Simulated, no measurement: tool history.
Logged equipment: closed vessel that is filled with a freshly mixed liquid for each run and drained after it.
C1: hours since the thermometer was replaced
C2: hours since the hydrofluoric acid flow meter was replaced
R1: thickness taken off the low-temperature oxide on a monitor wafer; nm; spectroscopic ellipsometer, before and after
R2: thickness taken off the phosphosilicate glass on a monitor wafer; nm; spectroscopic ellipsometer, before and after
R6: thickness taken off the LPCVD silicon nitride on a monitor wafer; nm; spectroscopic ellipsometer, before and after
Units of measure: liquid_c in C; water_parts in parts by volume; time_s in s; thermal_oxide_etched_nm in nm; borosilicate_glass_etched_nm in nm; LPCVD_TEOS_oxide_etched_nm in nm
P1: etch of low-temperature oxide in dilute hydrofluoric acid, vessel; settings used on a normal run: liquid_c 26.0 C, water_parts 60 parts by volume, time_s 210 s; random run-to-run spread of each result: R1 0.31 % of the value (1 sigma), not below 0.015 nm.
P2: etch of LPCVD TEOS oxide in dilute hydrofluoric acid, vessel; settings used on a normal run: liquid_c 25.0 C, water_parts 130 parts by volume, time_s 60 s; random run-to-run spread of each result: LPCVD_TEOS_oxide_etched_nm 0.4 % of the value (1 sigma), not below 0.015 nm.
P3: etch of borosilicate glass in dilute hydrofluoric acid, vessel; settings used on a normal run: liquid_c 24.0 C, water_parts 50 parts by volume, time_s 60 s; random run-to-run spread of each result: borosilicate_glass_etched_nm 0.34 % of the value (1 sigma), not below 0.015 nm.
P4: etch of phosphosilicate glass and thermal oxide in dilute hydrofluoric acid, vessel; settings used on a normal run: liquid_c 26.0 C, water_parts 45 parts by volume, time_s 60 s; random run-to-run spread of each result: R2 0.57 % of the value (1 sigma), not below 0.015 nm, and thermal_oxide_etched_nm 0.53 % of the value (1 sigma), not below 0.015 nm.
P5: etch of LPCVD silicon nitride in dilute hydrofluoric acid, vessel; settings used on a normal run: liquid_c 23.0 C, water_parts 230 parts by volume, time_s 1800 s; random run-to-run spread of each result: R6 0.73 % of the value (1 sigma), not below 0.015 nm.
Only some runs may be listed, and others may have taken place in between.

{"run": 1, "hour": 3.5, "process": "P1", "liquid_c": 26.0, "water_parts": 60, "time_s": 210, "C1": 123.5, "C2": 1521.3, "R1": 44.737}
{"run": 2, "hour": 10.3, "process": "P4", "liquid_c": 26.0, "water_parts": 70, "time_s": 60, "C1": 130.3, "C2": 1528.1, "R2": 128.97, "thermal_oxide_etched_nm": 4.7008}
{"run": 3, "hour": 14.8, "process": "P1", "liquid_c": 21.5, "water_parts": 60, "time_s": 210, "C1": 134.8, "C2": 1532.6, "R1": 37.199}
{"run": 4, "hour": 20.7, "process": "P1", "liquid_c": 22.0, "water_parts": 25, "time_s": 210, "C1": 140.7, "C2": 1538.5, "R1": 94.815}
{"run": 5, "hour": 26.9, "process": "P3", "liquid_c": 24.0, "water_parts": 50, "time_s": 60, "C1": 146.9, "C2": 1544.7, "borosilicate_glass_etched_nm": 37.815}
{"run": 6, "hour": 32.5, "process": "P3", "liquid_c": 24.0, "water_parts": 50, "time_s": 30, "C1": 152.5, "C2": 1550.3, "borosilicate_glass_etched_nm": 18.993}
{"run": 7, "hour": 35.9, "process": "P2", "liquid_c": 29.0, "water_parts": 130, "time_s": 60, "C1": 155.9, "C2": 1553.7, "LPCVD_TEOS_oxide_etched_nm": 11.876}
{"run": 8, "hour": 40.4, "process": "P4", "liquid_c": 26.0, "water_parts": 45, "time_s": 60, "C1": 160.4, "C2": 1558.2, "R2": 206.67, "thermal_oxide_etched_nm": 7.6186}
{"run": 9, "hour": 44.4, "process": "P1", "liquid_c": 26.0, "water_parts": 60, "time_s": 210, "C1": 164.4, "C2": 1562.2, "R1": 44.773}
{"run": 10, "hour": 51.5, "process": "P5", "liquid_c": 23.0, "water_parts": 230, "time_s": 3365, "C1": 171.5, "C2": 1569.3, "R6": 6.231}
{"run": 11, "hour": 59.2, "process": "P2", "liquid_c": 25.0, "water_parts": 190, "time_s": 60, "C1": 179.2, "C2": 1577.0, "LPCVD_TEOS_oxide_etched_nm": 6.422}
{"run": 12, "hour": 64.7, "process": "P4", "liquid_c": 33.5, "water_parts": 45, "time_s": 60, "C1": 184.7, "C2": 1582.5, "R2": 280.95, "thermal_oxide_etched_nm": 10.153}
{"run": 13, "hour": 69.8, "process": "P3", "liquid_c": 28.0, "water_parts": 50, "time_s": 60, "C1": 189.8, "C2": 1587.6, "borosilicate_glass_etched_nm": 44.682}
{"run": 14, "hour": 76.8, "process": "P5", "liquid_c": 23.0, "water_parts": 230, "time_s": 1800, "C1": 196.8, "C2": 1594.6, "R6": 3.3465}
{"run": 15, "hour": 81.7, "process": "P4", "liquid_c": 26.0, "water_parts": 45, "time_s": 30, "C1": 201.7, "C2": 1599.5, "R2": 103.46, "thermal_oxide_etched_nm": 3.7948}
{"run": 16, "hour": 88.0, "process": "P3", "liquid_c": 24.0, "water_parts": 90, "time_s": 60, "C1": 208.0, "C2": 1605.8, "borosilicate_glass_etched_nm": 20.097}
{"hour": 90.5, "done": "hydrofluoric acid flow meter replaced"}
{"run": 17, "hour": 94.0, "process": "P1", "liquid_c": 26.0, "water_parts": 60, "time_s": 210, "C1": 214.0, "C2": 3.5, "R1": 44.717}
{"run": 18, "hour": 98.0, "process": "P2", "liquid_c": 25.0, "water_parts": 130, "time_s": 60, "C1": 218.0, "C2": 7.5, "LPCVD_TEOS_oxide_etched_nm": 10.057}
{"run": 19, "hour": 101.5, "process": "P5", "liquid_c": 23.0, "water_parts": 70, "time_s": 1800, "C1": 221.5, "C2": 11.0, "R6": 10.799}
{"run": 20, "hour": 105.5, "process": "P1", "liquid_c": 26.0, "water_parts": 60, "time_s": 375, "C1": 225.5, "C2": 15.0, "R1": 80.051}
{"run": 21, "hour": 110.5, "process": "P5", "liquid_c": 18.5, "water_parts": 230, "time_s": 1800, "C1": 230.5, "C2": 20.0, "R6": 2.4898}
{"run": 22, "hour": 115.6, "process": "P1", "liquid_c": 26.0, "water_parts": 60, "time_s": 210, "C1": 235.6, "C2": 25.1, "R1": 44.578}
{"run": 23, "hour": 122.1, "process": "P1", "liquid_c": 26.0, "water_parts": 85, "time_s": 375, "C1": 242.1, "C2": 31.6, "R1": 54.45}
{"run": 24, "hour": 127.3, "process": "P1", "liquid_c": 26.0, "water_parts": 60, "time_s": 65, "C1": 247.3, "C2": 36.8, "R1": 13.761}
{"run": 25, "hour": 133.0, "process": "P3", "liquid_c": 24.0, "water_parts": 50, "time_s": 60, "C1": 253.0, "C2": 42.5, "borosilicate_glass_etched_nm": 38.197}
{"run": 26, "hour": 136.5, "process": "P1", "liquid_c": 26.0, "water_parts": 85, "time_s": 210, "C1": 256.5, "C2": 46.0, "R1": 30.551}
{"run": 27, "hour": 143.8, "process": "P1", "liquid_c": 31.5, "water_parts": 60, "time_s": 210, "C1": 263.8, "C2": 53.3, "R1": 55.339}
{"run": 28, "hour": 148.6, "process": "P2", "liquid_c": 25.0, "water_parts": 130, "time_s": 105, "C1": 268.6, "C2": 58.1, "LPCVD_TEOS_oxide_etched_nm": 17.787}
{"run": 29, "hour": 152.7, "process": "P5", "liquid_c": 23.0, "water_parts": 230, "time_s": 1800, "C1": 272.7, "C2": 62.2, "R6": 3.3954}
{"run": 30, "hour": 158.3, "process": "P1", "liquid_c": 26.0, "water_parts": 30, "time_s": 210, "C1": 278.3, "C2": 67.8, "R1": 93.03}
{"run": 31, "hour": 163.3, "process": "P1", "liquid_c": 26.0, "water_parts": 60, "time_s": 210, "C1": 283.3, "C2": 72.8, "R1": 44.774}
{"run": 32, "hour": 169.0, "process": "P1", "liquid_c": 26.0, "water_parts": 60, "time_s": 210, "C1": 289.0, "C2": 78.5, "R1": 43.84}
{"run": 33, "hour": 174.9, "process": "P1", "liquid_c": 26.0, "water_parts": 60, "time_s": 210, "C1": 294.9, "C2": 84.4, "R1": 42.906}
{"run": 34, "hour": 181.4, "process": "P1", "liquid_c": 26.0, "water_parts": 60, "time_s": 210, "C1": 301.4, "C2": 90.9, "R1": 42.593}
{"run": 35, "hour": 188.6, "process": "P1", "liquid_c": 26.0, "water_parts": 60, "time_s": 210, "C1": 308.6, "C2": 98.1, "R1": 42.025}
{"run": 36, "hour": 193.1, "process": "P1", "liquid_c": 26.0, "water_parts": 60, "time_s": 210, "C1": 313.1, "C2": 102.6, "R1": 41.874}
{"run": 37, "hour": 199.4, "process": "P1", "liquid_c": 26.0, "water_parts": 60, "time_s": 210, "C1": 319.4, "C2": 108.9, "R1": 41.877}
{"run": 38, "hour": 203.7, "process": "P1", "liquid_c": 26.0, "water_parts": 60, "time_s": 210, "C1": 323.7, "C2": 113.2, "R1": 41.763}
{"run": 39, "hour": 207.1, "process": "P1", "liquid_c": 26.0, "water_parts": 60, "time_s": 210, "C1": 327.1, "C2": 116.6, "R1": 41.574}
{"run": 40, "hour": 211.3, "process": "P1", "liquid_c": 26.0, "water_parts": 60, "time_s": 210, "C1": 331.3, "C2": 120.8, "R1": 41.673}
{"run": 41, "hour": 217.6, "process": "P1", "liquid_c": 26.0, "water_parts": 60, "time_s": 210, "C1": 337.6, "C2": 127.1, "R1": 41.502}
{"run": 42, "hour": 221.1, "process": "P1", "liquid_c": 26.0, "water_parts": 60, "time_s": 210, "C1": 341.1, "C2": 130.6, "R1": 41.608}

P1 no longer gives what it gave before; its output has crept away from where it was. The following 2 causes, each at its listed size, fit the log equally well:
A: hydrofluoric acid flow below the setpoint (%) = 6.52
B: liquid colder than its thermometer reads (K) = 1.81
The process output started creeping at around hour 163.3.

Below are 4 check runs, each on a single wafer, with their results shown as question marks. Which of them would tell the listed causes apart, meaning the causes would give clearly different results under it?
{"run": "check 1", "hour": 224.6, "process": "P4", "liquid_c": 26.0, "water_parts": 60, "time_s": 60, "R2": "?", "thermal_oxide_etched_nm": "?"}
{"run": "check 2", "hour": 224.6, "process": "P2", "liquid_c": 25.0, "water_parts": 130, "time_s": 90, "LPCVD_TEOS_oxide_etched_nm": "?"}
{"run": "check 3", "hour": 224.6, "process": "P3", "liquid_c": 24.0, "water_parts": 75, "time_s": 30, "borosilicate_glass_etched_nm": "?"}
{"run": "check 4", "hour": 224.6, "process": "P5", "liquid_c": 19.0, "water_parts": 85, "time_s": 1800, "R6": "?"}

What each check would give under each cause:
check=check_1 result=R2 if_A=141.67 if_B=141.64
check=check_1 result=thermal_oxide_etched_nm if_A=5.1696 if_B=5.1687
check=check_2 result=LPCVD_TEOS_oxide_etched_nm if_A=14.076 if_B=14.192
check=check_3 result=borosilicate_glass_etched_nm if_A=11.384 if_B=11.389
check=check_4 result=R6 if_A=6.3971 if_B=6.0235
Minimum pairwise separation of causes per check, each pair taken at its best-separating result: check 1 0.02 %; check 2 0.82 %; check 3 0.04 %; check 4 6.02 %
Only in check 4 would the causes give clearly different results; in the remaining checks their results would be nearly the same.

Running check 4 produced the following: R6 6.3704 nm. Which one of the listed causes fits?

A is the cause: hydrofluoric acid flow below the setpoint (%).

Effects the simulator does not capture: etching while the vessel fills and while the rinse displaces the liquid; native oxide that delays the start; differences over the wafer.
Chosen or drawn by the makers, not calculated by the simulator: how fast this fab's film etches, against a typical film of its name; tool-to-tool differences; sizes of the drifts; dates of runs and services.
